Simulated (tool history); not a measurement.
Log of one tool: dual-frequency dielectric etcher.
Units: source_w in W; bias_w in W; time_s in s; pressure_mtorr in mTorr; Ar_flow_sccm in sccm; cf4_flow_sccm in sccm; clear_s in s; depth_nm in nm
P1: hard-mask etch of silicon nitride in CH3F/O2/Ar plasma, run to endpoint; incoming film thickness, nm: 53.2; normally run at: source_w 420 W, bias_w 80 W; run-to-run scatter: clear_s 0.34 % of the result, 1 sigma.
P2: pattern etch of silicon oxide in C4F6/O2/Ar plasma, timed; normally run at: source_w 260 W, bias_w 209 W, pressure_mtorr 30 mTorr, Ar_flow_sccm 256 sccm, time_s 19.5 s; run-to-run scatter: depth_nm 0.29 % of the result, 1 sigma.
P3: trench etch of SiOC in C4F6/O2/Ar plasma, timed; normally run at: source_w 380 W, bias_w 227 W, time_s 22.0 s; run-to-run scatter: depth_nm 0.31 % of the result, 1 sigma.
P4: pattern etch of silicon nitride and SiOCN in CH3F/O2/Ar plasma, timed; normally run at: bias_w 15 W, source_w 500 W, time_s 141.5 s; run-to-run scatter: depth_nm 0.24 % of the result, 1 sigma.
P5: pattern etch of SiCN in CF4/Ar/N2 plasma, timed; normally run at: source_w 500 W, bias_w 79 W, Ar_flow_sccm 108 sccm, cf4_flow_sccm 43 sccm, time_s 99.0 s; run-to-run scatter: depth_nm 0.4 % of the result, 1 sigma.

run	day	process	source_w	bias_w	time_s	pressure_mtorr	Ar_flow_sccm	cf4_flow_sccm	hours since the last wet clean	hours since the last source power generator calibration	hours since the last bias power generator calibration	clear_s	depth_nm
1	0.558	P1	420	80					292.1	964.8	869.7	72.352	
2	1.279	P4	500	15	141.5				309.4	982.1	887.0		17.006
3	1.925	P1	320	80					324.9	997.6	902.5	79.781	
4	2.362	P1	420	80					335.4	1008.1	913.0	71.943	
5	2.796	P2	260	209	19.5	42	256		345.8	1018.5	923.4		52.255
6	3.292	P1	420	80					357.7	1030.4	935.3	71.751	
7	4.029	P2	340	209	19.5	30	256		375.4	1048.1	953.0		60.464
8	4.821	P2	260	209	19.5	30	256		394.4	1067.1	972.0		54.280
9	5.533	P5	500	107	99.0		108	43	411.5	1084.2	989.1		100.390
10	6.129	P2	260	209	19.5	30	191		425.8	1098.5	1003.4		56.017
11	6.504	P1	420	80					434.8	1107.5	1012.4	72.155	
12	6.996	P2	260	209	19.5	30	256		446.6	1119.3	1024.2		54.425
13	7.617	P3	380	161	22.0				461.5	1134.2	1039.1		44.561
14	8.375	P2	260	209	10.5	30	256		479.7	1152.4	1057.3		29.117
15	8.762	P5	500	79	99.0		86	43	489.0	1161.7	1066.6		92.774
16	9.542	P1	420	64					507.7	1180.4	1085.3	77.435	
17	10.229	P3	380	227	22.0				524.2	1196.9	1101.8		49.665
18	10.625	P1	420	105					533.7	1206.4	1111.3	65.466	
19	11.196	P1	420	80					547.4	1220.1	1125.0	72.489	
20	11.708	P5	330	79	99.0		108	43	559.7	1232.4	1137.3		62.261
21	12.188	P3	240	227	22.0				571.2	1243.9	1148.8		41.551
22	12.825	P4	500	15	178.5				586.5	1259.2	1164.1		21.369
23	13.596	P4	300	15	141.5				605.0	1277.7	1182.6		14.143
24	14.017	P3	380	227	22.0				615.1	1287.8	1192.7		50.060
# day 14.517: source power generator calibrated
25	14.662	P1	560	100					630.6	3.6	1208.2	60.034	
26	15.046	P3	380	227	28.5				639.8	12.8	1217.4		65.007
27	15.496	P4	500	22	141.5				650.6	23.6	1228.2		19.857
28	16.038	P1	550	80					663.6	36.6	1241.2	64.828	
29	16.600	P4	500	15	141.5				677.1	50.1	1254.7		16.919
30	17.208	P1	340	102					691.7	64.7	1269.3	71.224	
31	17.704	P5	500	79	146.0		108	43	703.6	76.6	1281.2		131.420
32	18.079	P5	500	79	99.0		108	43	712.6	85.6	1290.2		88.903
33	18.721	P5	500	79	99.0		108	30	728.0	101.0	1305.6		83.331
34	19.104	P2	260	128	19.5	30	256		737.2	110.2	1314.8		46.293
35	19.721	P1	420	80					752.0	125.0	1329.6	72.170	
36	20.392	P1	420	80					768.1	141.1	1345.7	72.998	
37	21.154	P1	420	80					786.4	159.4	1364.0	72.495	
38	21.733	P1	420	80					800.3	173.3	1377.9	72.829	
39	22.412	P1	420	80					816.6	189.6	1394.2	73.029	
# day 22.767: wet clean of the chamber
40	22.917	P1	420	80					3.7	201.7	1406.3	73.730	
41	23.425	P1	420	80					15.9	213.9	1418.5	73.276	
42	23.921	P1	420	80					27.8	225.8	1430.4	73.493	
43	24.408	P1	420	80					39.5	237.5	1442.1	72.994	
44	24.879	P1	420	80					50.8	248.8	1453.4	73.606	

What P1 gives has crept away from where it was. These 2 causes fit the log equally well, each at the size given:
A: source power that arrives under what is set, % = 4.37
B: bias power that arrives under what is set, % = 4.73
The creep began at about day 19.721.
Why every other cause is out:
chamber walls in a state that lowers the etch rate, %: serviced at day 22.767, which brought nothing back

4 check runs are offered, each on 2 wafers whose results are averaged, their results left as question marks. Which one tells the causes apart?
check 1	25.350	P3	380	227	22.0								?
check 2	25.350	P5	500	79	99.0		108	43					?
check 3	25.350	P4	500	15	141.5								?
check 4	25.350	P2	260	209	19.5	30	256						?

What each check would give under each cause:
check	result	if A	if B
check 1	depth_nm	48.930	48.982
check 2	depth_nm	85.626	87.373
check 3	depth_nm	16.649	16.602
check 4	depth_nm	53.320	53.368
How far apart the two closest causes lie, in the result that separates them most: check 1 0.11 %; check 2 2.02 %; check 3 0.28 %; check 4 0.09 %
Check 2 tells the causes apart: in the others they would give nearly the same result.

Then check 2 was run and gave: depth_nm 85.910 nm. Which cause is it?

It is A: source power that arrives under what is set, %.
